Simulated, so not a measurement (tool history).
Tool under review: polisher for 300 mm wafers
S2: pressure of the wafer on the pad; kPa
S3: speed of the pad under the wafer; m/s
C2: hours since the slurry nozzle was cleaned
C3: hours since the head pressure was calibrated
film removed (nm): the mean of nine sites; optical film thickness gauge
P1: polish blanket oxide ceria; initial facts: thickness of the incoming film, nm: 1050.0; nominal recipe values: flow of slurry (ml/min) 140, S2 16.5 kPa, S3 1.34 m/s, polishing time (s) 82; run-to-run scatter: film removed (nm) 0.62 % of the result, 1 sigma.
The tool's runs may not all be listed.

Run 1, hour 10.3: flow of slurry (ml/min) 140, S2 16.5 kPa, S3 1.34 m/s, polishing time (s) 82; wafers polished on this pad 271; C2 263.1; C3 744. Result: film removed (nm) 373.76.
Run 2, hour 20: flow of slurry (ml/min) 140, S2 16.5 kPa, S3 1.34 m/s, polishing time (s) 82; wafers polished on this pad 347; C2 272.8; C3 753.7. Result: film removed (nm) 373.4.
Run 3, hour 27.6: flow of slurry (ml/min) 140, S2 16.5 kPa, S3 1.34 m/s, polishing time (s) 82; wafers polished on this pad 407; C2 280.4; C3 761.3. Result: film removed (nm) 371.62.
Run 4, hour 38.2: flow of slurry (ml/min) 140, S2 16.5 kPa, S3 1.34 m/s, polishing time (s) 82; wafers polished on this pad 490; C2 291; C3 771.9. Result: film removed (nm) 371.
Run 5, hour 50.4: flow of slurry (ml/min) 140, S2 16.5 kPa, S3 0.62 m/s, polishing time (s) 82; wafers polished on this pad 586; C2 303.2; C3 784.1. Result: film removed (nm) 171.34.
Run 6, hour 58.5: flow of slurry (ml/min) 140, S2 16.5 kPa, S3 1.34 m/s, polishing time (s) 82; wafers polished on this pad 649; C2 311.3; C3 792.2. Result: film removed (nm) 374.81.
Run 7, hour 70.7: flow of slurry (ml/min) 140, S2 24.1 kPa, S3 1.34 m/s, polishing time (s) 82; wafers polished on this pad 745; C2 323.5; C3 804.4. Result: film removed (nm) 543.96.
Run 8, hour 81: flow of slurry (ml/min) 140, S2 16.5 kPa, S3 1.34 m/s, polishing time (s) 82; wafers polished on this pad 826; C2 333.8; C3 814.7. Result: film removed (nm) 372.92.
Run 9, hour 96.8: flow of slurry (ml/min) 200, S2 16.5 kPa, S3 1.34 m/s, polishing time (s) 82; wafers polished on this pad 950; C2 349.6; C3 830.5. Result: film removed (nm) 393.17.
Run 10, hour 111.5: flow of slurry (ml/min) 140, S2 16.5 kPa, S3 1.34 m/s, polishing time (s) 129; wafers polished on this pad 1065; C2 364.3; C3 845.2. Result: film removed (nm) 587.11.
Run 11, hour 121.4: flow of slurry (ml/min) 140, S2 16.5 kPa, S3 0.94 m/s, polishing time (s) 112; wafers polished on this pad 1143; C2 374.2; C3 855.1. Result: film removed (nm) 356.22.
Run 12, hour 129.6: flow of slurry (ml/min) 85, S2 16.5 kPa, S3 1.34 m/s, polishing time (s) 82; wafers polished on this pad 1207; C2 382.4; C3 863.3. Result: film removed (nm) 332.58.
Run 13, hour 142.9: flow of slurry (ml/min) 140, S2 16.5 kPa, S3 1.34 m/s, polishing time (s) 48; wafers polished on this pad 1312; C2 395.7; C3 876.6. Result: film removed (nm) 219.62.
At hour 143.6: slurry nozzle cleaned.
Run 14, hour 155.3: flow of slurry (ml/min) 140, S2 16.5 kPa, S3 2.1 m/s, polishing time (s) 82; wafers polished on this pad 1409; C2 11.7; C3 889. Result: film removed (nm) 582.3.
Run 15, hour 167.2: flow of slurry (ml/min) 140, S2 16.5 kPa, S3 1.34 m/s, polishing time (s) 82; wafers polished on this pad 1503; C2 23.6; C3 900.9. Result: film removed (nm) 370.42.
Run 16, hour 175: flow of slurry (ml/min) 140, S2 12.4 kPa, S3 1.34 m/s, polishing time (s) 82; wafers polished on this pad 1564; C2 31.4; C3 908.7. Result: film removed (nm) 283.34.
Run 17, hour 187.7: flow of slurry (ml/min) 140, S2 16.5 kPa, S3 1.34 m/s, polishing time (s) 82; wafers polished on this pad 1664; C2 44.1; C3 921.4. Result: film removed (nm) 370.38.
Run 18, hour 195.4: flow of slurry (ml/min) 140, S2 16.5 kPa, S3 1.34 m/s, polishing time (s) 82; wafers polished on this pad 1724; C2 51.8; C3 929.1. Result: film removed (nm) 365.26.
Run 19, hour 204.3: flow of slurry (ml/min) 140, S2 16.5 kPa, S3 1.34 m/s, polishing time (s) 82; wafers polished on this pad 1794; C2 60.7; C3 938. Result: film removed (nm) 357.92.
Run 20, hour 212: flow of slurry (ml/min) 140, S2 16.5 kPa, S3 1.34 m/s, polishing time (s) 82; wafers polished on this pad 1854; C2 68.4; C3 945.7. Result: film removed (nm) 358.84.
Run 21, hour 225.9: flow of slurry (ml/min) 140, S2 16.5 kPa, S3 1.34 m/s, polishing time (s) 82; wafers polished on this pad 1963; C2 82.3; C3 959.6. Result: film removed (nm) 348.52.
Run 22, hour 238.1: flow of slurry (ml/min) 140, S2 16.5 kPa, S3 1.34 m/s, polishing time (s) 82; wafers polished on this pad 2059; C2 94.5; C3 971.8. Result: film removed (nm) 346.12.
At hour 244.7: head pressure recalibrated.
Run 23, hour 253.5: flow of slurry (ml/min) 140, S2 16.5 kPa, S3 1.34 m/s, polishing time (s) 82; wafers polished on this pad 2180; C2 109.9; C3 8.9. Result: film removed (nm) 343.47.
Run 24, hour 268.3: flow of slurry (ml/min) 140, S2 16.5 kPa, S3 1.34 m/s, polishing time (s) 82; wafers polished on this pad 2296; C2 124.7; C3 23.7. Result: film removed (nm) 343.84.
Run 25, hour 284.2: flow of slurry (ml/min) 140, S2 16.5 kPa, S3 1.34 m/s, polishing time (s) 82; wafers polished on this pad 2421; C2 140.6; C3 39.6. Result: film removed (nm) 337.42.
Run 26, hour 292.8: flow of slurry (ml/min) 140, S2 16.5 kPa, S3 1.34 m/s, polishing time (s) 82; wafers polished on this pad 2489; C2 149.2; C3 48.2. Result: film removed (nm) 333.76.
Run 27, hour 304.5: flow of slurry (ml/min) 140, S2 16.5 kPa, S3 1.34 m/s, polishing time (s) 82; wafers polished on this pad 2581; C2 160.9; C3 59.9. Result: film removed (nm) 336.62.
Run 28, hour 319.9: flow of slurry (ml/min) 140, S2 16.5 kPa, S3 1.34 m/s, polishing time (s) 82; wafers polished on this pad 2701; C2 176.3; C3 75.3. Result: film removed (nm) 334.02.

The log shows P1 creeping away from where it was. Any of the 2 causes listed here, at the size stated for it, fits the log just as well as the others:
A: removal rate lost through wear of the pad, % = 9.85
B: slurry flow missing at the pad, % = 36.5
The process output started creeping at around hour 187.7.
Other possible causes, and why each is ruled out:
head's pressure below its setpoint, %: serviced after onset, at hour 244.7, with no recovery of the prior output

Which of the check runs below tells the causes apart, meaning the causes would give it clearly different results? Each run uses 3 wafers whose results are averaged, and each result is shown as a question mark.
Run check 1, hour 335.3: flow of slurry (ml/min) 140, S2 16.5 kPa, S3 0.64 m/s, polishing time (s) 124. Result: film removed (nm) ?.
Run check 2, hour 335.3: flow of slurry (ml/min) 140, S2 16.5 kPa, S3 0.74 m/s, polishing time (s) 49. Result: film removed (nm) ?.
Run check 3, hour 335.3: flow of slurry (ml/min) 140, S2 16.5 kPa, S3 2.08 m/s, polishing time (s) 117. Result: film removed (nm) ?.
Run check 4, hour 335.3: flow of slurry (ml/min) 200, S2 23.4 kPa, S3 1.34 m/s, polishing time (s) 82. Result: film removed (nm) ?.

Predicted outcomes, by check and by cause:
  check             result    if A    if B
check 1  film removed (nm)  242.47  242.47
check 2  film removed (nm)  110.79  110.79
check 3  film removed (nm)  743.54  743.55
check 4  film removed (nm)  503.07  517.72
Per check, the gap between the least separated pair of causes, taken in the result that splits them most: check 1 0 %; check 2 0 %; check 3 0 %; check 4 2.87 %
The causes can be told apart only by check 4. The other checks would give nearly the same results under each of them.

After running check 4, the following was obtained: film removed (nm) 517.24. Which cause does this point to?

B is the cause: slurry flow missing at the pad, %.

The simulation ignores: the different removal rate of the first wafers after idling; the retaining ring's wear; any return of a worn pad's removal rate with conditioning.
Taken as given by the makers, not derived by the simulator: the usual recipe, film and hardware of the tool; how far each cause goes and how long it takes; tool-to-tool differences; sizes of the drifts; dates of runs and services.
